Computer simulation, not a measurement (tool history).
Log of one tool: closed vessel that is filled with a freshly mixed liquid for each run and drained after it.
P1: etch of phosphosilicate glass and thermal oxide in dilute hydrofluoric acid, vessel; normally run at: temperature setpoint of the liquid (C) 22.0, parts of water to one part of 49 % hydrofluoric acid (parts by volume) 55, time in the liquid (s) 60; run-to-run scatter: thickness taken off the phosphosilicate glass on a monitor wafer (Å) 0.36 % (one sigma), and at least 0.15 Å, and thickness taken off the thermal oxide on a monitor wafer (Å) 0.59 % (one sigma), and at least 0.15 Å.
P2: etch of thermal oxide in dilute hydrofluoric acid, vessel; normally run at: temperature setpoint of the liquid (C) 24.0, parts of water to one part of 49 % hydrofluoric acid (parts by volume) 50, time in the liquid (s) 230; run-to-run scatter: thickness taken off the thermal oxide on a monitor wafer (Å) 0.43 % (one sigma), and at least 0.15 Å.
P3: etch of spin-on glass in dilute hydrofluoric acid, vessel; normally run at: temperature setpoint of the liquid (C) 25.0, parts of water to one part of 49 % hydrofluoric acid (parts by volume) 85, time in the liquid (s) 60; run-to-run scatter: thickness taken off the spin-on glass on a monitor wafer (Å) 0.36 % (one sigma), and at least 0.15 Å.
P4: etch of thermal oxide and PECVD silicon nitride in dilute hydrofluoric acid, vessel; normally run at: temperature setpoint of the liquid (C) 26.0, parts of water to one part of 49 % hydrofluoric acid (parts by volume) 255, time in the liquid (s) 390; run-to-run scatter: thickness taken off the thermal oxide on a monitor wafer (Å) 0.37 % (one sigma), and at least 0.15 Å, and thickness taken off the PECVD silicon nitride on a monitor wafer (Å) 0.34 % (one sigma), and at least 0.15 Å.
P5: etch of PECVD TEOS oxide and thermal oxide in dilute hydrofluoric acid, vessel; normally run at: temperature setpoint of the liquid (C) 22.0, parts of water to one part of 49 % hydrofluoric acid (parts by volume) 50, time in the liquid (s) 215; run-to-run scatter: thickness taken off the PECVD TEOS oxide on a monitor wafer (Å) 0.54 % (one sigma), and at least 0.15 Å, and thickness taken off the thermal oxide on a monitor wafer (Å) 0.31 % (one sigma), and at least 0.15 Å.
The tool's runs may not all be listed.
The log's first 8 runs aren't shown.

| run | hour | process that ran | temperature setpoint of the liquid (C) | parts of water to one part of 49 % hydrofluoric acid (parts by volume) | time in the liquid (s) | thickness taken off the phosphosilicate glass on a monitor wafer (Å) | thickness taken off the thermal oxide on a monitor wafer (Å) | thickness taken off the spin-on glass on a monitor wafer (Å) | thickness taken off the PECVD silicon nitride on a monitor wafer (Å) | thickness taken off the PECVD TEOS oxide on a monitor wafer (Å) |
|---|---|---|---|---|---|---|---|---|---|---|
| 9 | 110.3 | P4 | 31.5 | 255 | 390 |  | 74.841 |  | 135.010 |  |
| 10 | 127.6 | P5 | 17.0 | 50 | 215 |  | 171.630 |  |  | 415.27 |
| 11 | 137.6 | P4 | 26.0 | 385 | 390 |  | 36.418 |  | 64.157 |  |
| 12 | 154.8 | P2 | 18.5 | 50 | 230 |  | 190.500 |  |  |  |
| 13 | 168.7 | P2 | 24.0 | 50 | 360 |  | 378.050 |  |  |  |
| 14 | 178.1 | P3 | 18.5 | 85 | 60 |  |  | 146.90 |  |  |
| 15 | 194.5 | P2 | 24.0 | 50 | 230 |  | 239.320 |  |  |  |
| 16 | 205.4 | P1 | 26.5 | 55 | 60 | 1098.30 | 58.500 |  |  |  |
| 17 | 220.3 | P5 | 22.0 | 50 | 215 |  | 212.660 |  |  | 515.02 |
| 18 | 228.6 | P1 | 22.0 | 95 | 60 | 504.32 | 26.531 |  |  |  |
| 19 | 245.5 | P5 | 22.0 | 50 | 410 |  | 404.070 |  |  | 984.63 |
| 20 | 259.2 | P5 | 22.0 | 50 | 215 |  | 212.480 |  |  | 512.88 |
| 21 | 274.4 | P5 | 22.0 | 75 | 215 |  | 137.560 |  |  | 332.20 |
| 22 | 287.0 | P4 | 26.0 | 255 | 745 |  | 117.910 |  | 187.550 |  |
| 23 | 300.5 | P1 | 28.0 | 20 | 60 | 3399.10 | 178.160 |  |  |  |
| 24 | 316.4 | P2 | 24.0 | 50 | 230 |  | 240.280 |  |  |  |
| 25 | 327.7 | P1 | 22.0 | 55 | 60 | 917.10 | 47.918 |  |  |  |
| 26 | 337.0 | P1 | 22.0 | 20 | 60 | 2648.50 | 139.470 |  |  |  |

The next listed run, before its measurement:
| 27 | 349.0 | P3 | 25.0 | 125 | 60 |  |  | ? |  |  |

{"run 27": {"thickness taken off the spin-on glass on a monitor wafer (Å)": 124.63}}
